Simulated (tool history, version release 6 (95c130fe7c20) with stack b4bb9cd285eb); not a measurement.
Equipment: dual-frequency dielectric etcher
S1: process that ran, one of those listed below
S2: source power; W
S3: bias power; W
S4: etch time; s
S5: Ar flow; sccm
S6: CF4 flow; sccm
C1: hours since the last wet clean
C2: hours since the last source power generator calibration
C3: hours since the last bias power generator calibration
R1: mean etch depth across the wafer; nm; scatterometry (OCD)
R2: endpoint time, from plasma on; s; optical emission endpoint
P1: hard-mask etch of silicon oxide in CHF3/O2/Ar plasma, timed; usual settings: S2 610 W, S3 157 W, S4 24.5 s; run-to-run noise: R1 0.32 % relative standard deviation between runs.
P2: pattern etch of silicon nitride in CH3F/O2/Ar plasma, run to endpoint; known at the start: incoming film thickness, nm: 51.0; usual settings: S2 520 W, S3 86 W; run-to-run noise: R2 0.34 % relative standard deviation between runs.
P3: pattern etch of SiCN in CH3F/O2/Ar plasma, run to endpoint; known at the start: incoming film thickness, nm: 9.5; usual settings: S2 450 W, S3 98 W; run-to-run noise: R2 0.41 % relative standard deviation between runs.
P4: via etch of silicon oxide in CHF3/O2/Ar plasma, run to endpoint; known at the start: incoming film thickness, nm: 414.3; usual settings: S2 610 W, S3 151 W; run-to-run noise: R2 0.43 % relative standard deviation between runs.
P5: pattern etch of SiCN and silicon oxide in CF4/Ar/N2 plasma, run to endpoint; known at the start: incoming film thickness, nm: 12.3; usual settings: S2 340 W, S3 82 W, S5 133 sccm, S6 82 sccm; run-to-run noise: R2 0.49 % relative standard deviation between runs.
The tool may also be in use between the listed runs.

run 1 hour=9.7 | S1=P1 S2=610 S3=157 S4=24.5 | C1=310.6 C2=1697.2 C3=740.1 | R1=46.205
run 2 hour=19.0 | S1=P1 S2=610 S3=157 S4=24.5 | C1=319.9 C2=1706.5 C3=749.4 | R1=46.024
run 3 hour=24.8 | S1=P4 S2=610 S3=151 | C1=325.7 C2=1712.3 C3=755.2 | R2=216.500
run 4 hour=33.4 | S1=P1 S2=610 S3=222 S4=24.5 | C1=334.3 C2=1720.9 C3=763.8 | R1=51.832
run 5 hour=42.9 | S1=P1 S2=610 S3=157 S4=24.5 | C1=343.8 C2=1730.4 C3=773.3 | R1=46.123
run 6 hour=50.1 | S1=P5 S2=430 S3=82 S5=133 S6=82 | C1=351.0 C2=1737.6 C3=780.5 | R2=14.366
run 7 hour=56.6 | S1=P2 S2=520 S3=86 | C1=357.5 C2=1744.1 C3=787.0 | R2=65.509
run 8 hour=66.4 | S1=P5 S2=340 S3=82 S5=133 S6=112 | C1=367.3 C2=1753.9 C3=796.8 | R2=16.763
run 9 hour=73.3 | S1=P1 S2=460 S3=157 S4=24.5 | C1=374.2 C2=1760.8 C3=803.7 | R1=41.414
run 10 hour=80.9 | S1=P4 S2=810 S3=151 | C1=381.8 C2=1768.4 C3=811.3 | R2=192.060
run 11 hour=88.9 | S1=P1 S2=610 S3=157 S4=24.5 | C1=389.8 C2=1776.4 C3=819.3 | R1=46.246
run 12 hour=97.2 | S1=P2 S2=520 S3=119 | C1=398.1 C2=1784.7 C3=827.6 | R2=58.162
run 13 hour=101.9 | S1=P1 S2=760 S3=157 S4=24.5 | C1=402.8 C2=1789.4 C3=832.3 | R1=50.199
run 14 hour=109.7 | S1=P5 S2=340 S3=82 S5=81 S6=82 | C1=410.6 C2=1797.2 C3=840.1 | R2=16.456
run 15 hour=115.2 | S1=P1 S2=610 S3=157 S4=18.5 | C1=416.1 C2=1802.7 C3=845.6 | R1=34.837
run 16 hour=121.3 | S1=P4 S2=610 S3=99 | C1=422.2 C2=1808.8 C3=851.7 | R2=244.440
run 17 hour=128.6 | S1=P1 S2=610 S3=214 S4=31.5 | C1=429.5 C2=1816.1 C3=859.0 | R1=65.925
run 18 hour=136.1 | S1=P1 S2=610 S3=157 S4=24.5 | C1=437.0 C2=1823.6 C3=866.5 | R1=46.204
run 19 hour=140.6 | S1=P5 S2=340 S3=52 S5=133 S6=82 | C1=441.5 C2=1828.1 C3=871.0 | R2=20.565
run 20 hour=149.0 | S1=P1 S2=610 S3=157 S4=33.0 | C1=449.9 C2=1836.5 C3=879.4 | R1=62.281
run 21 hour=158.8 | S1=P3 S2=450 S3=123 | C1=459.7 C2=1846.3 C3=889.2 | R2=20.224
run 22 hour=168.4 | S1=P1 S2=610 S3=124 S4=24.5 | C1=469.3 C2=1855.9 C3=898.8 | R1=42.816
run 23 hour=176.7 | S1=P2 S2=310 S3=86 | C1=477.6 C2=1864.2 C3=907.1 | R2=79.209
run 24 hour=186.7 | S1=P3 S2=450 S3=98 | C1=487.6 C2=1874.2 C3=917.1 | R2=21.852
run 25 hour=193.4 | S1=P3 S2=550 S3=98 | C1=494.3 C2=1880.9 C3=923.8 | R2=20.376
run 26 hour=199.0 | S1=P5 S2=340 S3=82 S5=133 S6=82 | C1=499.9 C2=1886.5 C3=929.4 | R2=17.481
run 27 hour=206.2 | S1=P1 S2=610 S3=157 S4=24.5 | C1=507.1 C2=1893.7 C3=936.6 | R1=45.980
run 28 hour=214.9 | S1=P1 S2=610 S3=157 S4=24.5 | C1=515.8 C2=1902.4 C3=945.3 | R1=45.566
run 29 hour=220.3 | S1=P1 S2=610 S3=157 S4=24.5 | C1=521.2 C2=1907.8 C3=950.7 | R1=45.566
run 30 hour=229.3 | S1=P1 S2=610 S3=157 S4=24.5 | C1=530.2 C2=1916.8 C3=959.7 | R1=45.276
-- hour=233.6 wet clean of the chamber
run 31 hour=238.1 | S1=P1 S2=610 S3=157 S4=24.5 | C1=4.5 C2=1925.6 C3=968.5 | R1=45.385
run 32 hour=247.2 | S1=P1 S2=610 S3=157 S4=24.5 | C1=13.6 C2=1934.7 C3=977.6 | R1=45.438
run 33 hour=255.9 | S1=P1 S2=610 S3=157 S4=24.5 | C1=22.3 C2=1943.4 C3=986.3 | R1=45.351

Compared with where it was, what P1 gives has crept away. Each cause listed below fits the log as well as the rest, at the size given for it:
A: bias power that arrives under what is set, % = 4.85
B: source power that arrives under what is set, % = 4.1
The creep began at about hour 206.2.
What rules out each remaining cause:
chamber walls in a state that lowers the etch rate, %: its service at hour 233.6 followed the start of the drift and did not put the process back to its old value

Of the 4 check runs below, each run on 3 wafers with the results averaged and each result still a question mark, which one would tell the listed causes apart?
run check 1 hour=264.6 | S1=P2 S2=320 S3=109 | R2=?
run check 2 hour=264.6 | S1=P5 S2=340 S3=61 S5=133 S6=107 | R2=?
run check 3 hour=264.6 | S1=P4 S2=610 S3=129 | R2=?
run check 4 hour=264.6 | S1=P3 S2=520 S3=98 | R2=?

Outcome of each check run for each possible cause:
check=check_1 result=R2 if_A=73.375 if_B=73.136
check=check_2 result=R2 if_A=18.916 if_B=19.318
check=check_3 result=R2 if_A=229.980 if_B=230.190
check=check_4 result=R2 if_A=21.184 if_B=21.126
Smallest distance between any two causes, each pair judged by its most separating result, in per cent: check 1 0.33 %; check 2 2.1 %; check 3 0.09 %; check 4 0.28 %
Check 2 distinguishes between the causes, while the remaining checks would return nearly the same result for all of them.

Running check 2 produced the following: R2 19.301 s. Which one of the listed causes fits?

Of the candidate causes, it is B: source power that arrives under what is set, %.

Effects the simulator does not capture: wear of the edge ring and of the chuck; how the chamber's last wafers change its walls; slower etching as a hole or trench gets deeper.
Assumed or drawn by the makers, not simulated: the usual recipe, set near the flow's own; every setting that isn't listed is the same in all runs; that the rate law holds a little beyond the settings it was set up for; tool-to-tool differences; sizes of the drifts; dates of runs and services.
